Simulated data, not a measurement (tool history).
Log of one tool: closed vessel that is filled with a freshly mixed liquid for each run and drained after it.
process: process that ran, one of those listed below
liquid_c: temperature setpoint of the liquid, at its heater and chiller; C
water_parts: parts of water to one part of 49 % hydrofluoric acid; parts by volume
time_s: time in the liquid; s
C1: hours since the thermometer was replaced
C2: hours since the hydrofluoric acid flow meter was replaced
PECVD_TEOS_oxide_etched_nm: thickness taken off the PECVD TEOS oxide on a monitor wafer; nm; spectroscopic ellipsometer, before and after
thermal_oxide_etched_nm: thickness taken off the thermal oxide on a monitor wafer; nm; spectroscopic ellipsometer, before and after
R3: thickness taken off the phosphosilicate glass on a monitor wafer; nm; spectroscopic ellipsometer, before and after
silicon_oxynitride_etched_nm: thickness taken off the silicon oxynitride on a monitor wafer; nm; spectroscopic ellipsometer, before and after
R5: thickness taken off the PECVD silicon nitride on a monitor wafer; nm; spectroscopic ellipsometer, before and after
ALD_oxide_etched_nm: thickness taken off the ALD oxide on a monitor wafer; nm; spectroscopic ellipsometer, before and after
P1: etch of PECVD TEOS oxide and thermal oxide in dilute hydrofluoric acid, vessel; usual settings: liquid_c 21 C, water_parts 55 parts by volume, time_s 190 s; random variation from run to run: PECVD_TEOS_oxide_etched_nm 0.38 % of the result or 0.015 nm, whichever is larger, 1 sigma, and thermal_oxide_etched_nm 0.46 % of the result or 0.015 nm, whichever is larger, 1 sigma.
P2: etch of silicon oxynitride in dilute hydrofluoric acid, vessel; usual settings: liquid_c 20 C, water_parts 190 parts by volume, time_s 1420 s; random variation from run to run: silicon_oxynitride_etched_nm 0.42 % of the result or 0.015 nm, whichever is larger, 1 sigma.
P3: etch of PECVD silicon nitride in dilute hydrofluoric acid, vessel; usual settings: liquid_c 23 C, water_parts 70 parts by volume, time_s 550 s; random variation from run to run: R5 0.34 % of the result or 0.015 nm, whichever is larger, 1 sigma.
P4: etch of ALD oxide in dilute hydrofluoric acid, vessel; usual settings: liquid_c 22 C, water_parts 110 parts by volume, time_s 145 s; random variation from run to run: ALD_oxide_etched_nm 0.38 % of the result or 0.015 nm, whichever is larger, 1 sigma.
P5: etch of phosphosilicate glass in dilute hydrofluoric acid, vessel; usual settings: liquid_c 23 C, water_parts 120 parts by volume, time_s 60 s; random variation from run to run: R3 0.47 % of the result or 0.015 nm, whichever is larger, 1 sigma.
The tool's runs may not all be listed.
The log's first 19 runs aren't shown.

{"run": 20, "hour": 100.0, "process": "P4", "liquid_c": 22, "water_parts": 110, "time_s": 40, "C1": 806.1, "C2": 1642.2, "ALD_oxide_etched_nm": 3.1847}
{"run": 21, "hour": 105.9, "process": "P4", "liquid_c": 26.5, "water_parts": 110, "time_s": 145, "C1": 812, "C2": 1648.1, "ALD_oxide_etched_nm": 13.721}
{"run": 22, "hour": 109.6, "process": "P4", "liquid_c": 22, "water_parts": 110, "time_s": 145, "C1": 815.7, "C2": 1651.8, "ALD_oxide_etched_nm": 11.589}
{"run": 23, "hour": 114.2, "process": "P2", "liquid_c": 26, "water_parts": 190, "time_s": 1420, "C1": 820.3, "C2": 1656.4, "silicon_oxynitride_etched_nm": 14.372}
{"run": 24, "hour": 118.2, "process": "P3", "liquid_c": 19, "water_parts": 70, "time_s": 550, "C1": 824.3, "C2": 1660.4, "R5": 17.574}
{"run": 25, "hour": 122.6, "process": "P1", "liquid_c": 17, "water_parts": 55, "time_s": 190, "C1": 828.7, "C2": 1664.8, "PECVD_TEOS_oxide_etched_nm": 29.581, "thermal_oxide_etched_nm": 12.23}
{"run": 26, "hour": 128.8, "process": "P1", "liquid_c": 21, "water_parts": 55, "time_s": 40, "C1": 834.9, "C2": 1671, "PECVD_TEOS_oxide_etched_nm": 7.4379, "thermal_oxide_etched_nm": 3.0922}
{"hour": 133.4, "done": "hydrofluoric acid flow meter replaced"}
{"run": 27, "hour": 135.5, "process": "P1", "liquid_c": 21, "water_parts": 100, "time_s": 190, "C1": 841.6, "C2": 2.2, "PECVD_TEOS_oxide_etched_nm": 18.257, "thermal_oxide_etched_nm": 7.6742}
{"run": 28, "hour": 141.0, "process": "P1", "liquid_c": 21, "water_parts": 55, "time_s": 280, "C1": 847.1, "C2": 7.7, "PECVD_TEOS_oxide_etched_nm": 51.99, "thermal_oxide_etched_nm": 21.284}
{"run": 29, "hour": 147.1, "process": "P5", "liquid_c": 23, "water_parts": 170, "time_s": 60, "C1": 853.2, "C2": 13.8, "R3": 30.687}
{"run": 30, "hour": 152.2, "process": "P1", "liquid_c": 21, "water_parts": 55, "time_s": 190, "C1": 858.3, "C2": 18.9, "PECVD_TEOS_oxide_etched_nm": 35.161, "thermal_oxide_etched_nm": 14.538}

Run 31 comes next. What will it give?
{"run": 31, "hour": 156.2, "process": "P1", "liquid_c": 21, "water_parts": 55, "time_s": 190, "C1": 862.3, "C2": 22.9, "PECVD_TEOS_oxide_etched_nm": "?", "thermal_oxide_etched_nm": "?"}

Run 31 gave PECVD_TEOS_oxide_etched_nm 34.14 nm, thermal_oxide_etched_nm 14.105 nm.
